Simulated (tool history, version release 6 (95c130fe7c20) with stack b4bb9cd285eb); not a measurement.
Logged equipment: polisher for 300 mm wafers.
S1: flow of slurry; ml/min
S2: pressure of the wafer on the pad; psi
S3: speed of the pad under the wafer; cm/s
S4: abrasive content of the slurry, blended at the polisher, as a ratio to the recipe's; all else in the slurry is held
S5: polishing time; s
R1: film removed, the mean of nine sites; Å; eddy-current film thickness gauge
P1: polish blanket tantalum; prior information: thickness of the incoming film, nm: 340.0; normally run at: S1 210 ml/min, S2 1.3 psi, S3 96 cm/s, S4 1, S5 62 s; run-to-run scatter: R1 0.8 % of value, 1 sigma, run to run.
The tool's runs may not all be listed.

run	day	S1	S2	S3	S4	S5	R1
1	0.504	210	1.3	96	1	62	692.35
2	0.883	310	2	96	1	62	1111.5
3	1.383	210	1.3	96	1	87	980.79
4	1.812	210	1.3	96	1	39	442.5
5	2.533	210	1.3	96	0.55	62	566.24
6	3.225	210	2	54	1	62	601.72
7	3.738	210	1.3	96	1	62	700.73
8	4.358	210	2	96	1	62	1064.5
9	4.829	330	1.3	96	1	62	721.88
10	5.325	210	1.3	96	1	62	699.73
11	6.021	210	1.3	96	1.4	62	772.36
12	6.508	210	1.3	96	1	62	685.99
13	7.217	210	1.3	44	1	62	317.81
14	7.883	125	1.3	96	1	62	636.17
15	8.4	210	1.3	148	1	62	1091
16	9.004	210	1.3	96	1	62	697.12

Expected results for the next run?
# day 9.5: slurry nozzle cleaned
17	9.583	210	0.9	96	1	62	?

Run 17 gave R1 478 Å.

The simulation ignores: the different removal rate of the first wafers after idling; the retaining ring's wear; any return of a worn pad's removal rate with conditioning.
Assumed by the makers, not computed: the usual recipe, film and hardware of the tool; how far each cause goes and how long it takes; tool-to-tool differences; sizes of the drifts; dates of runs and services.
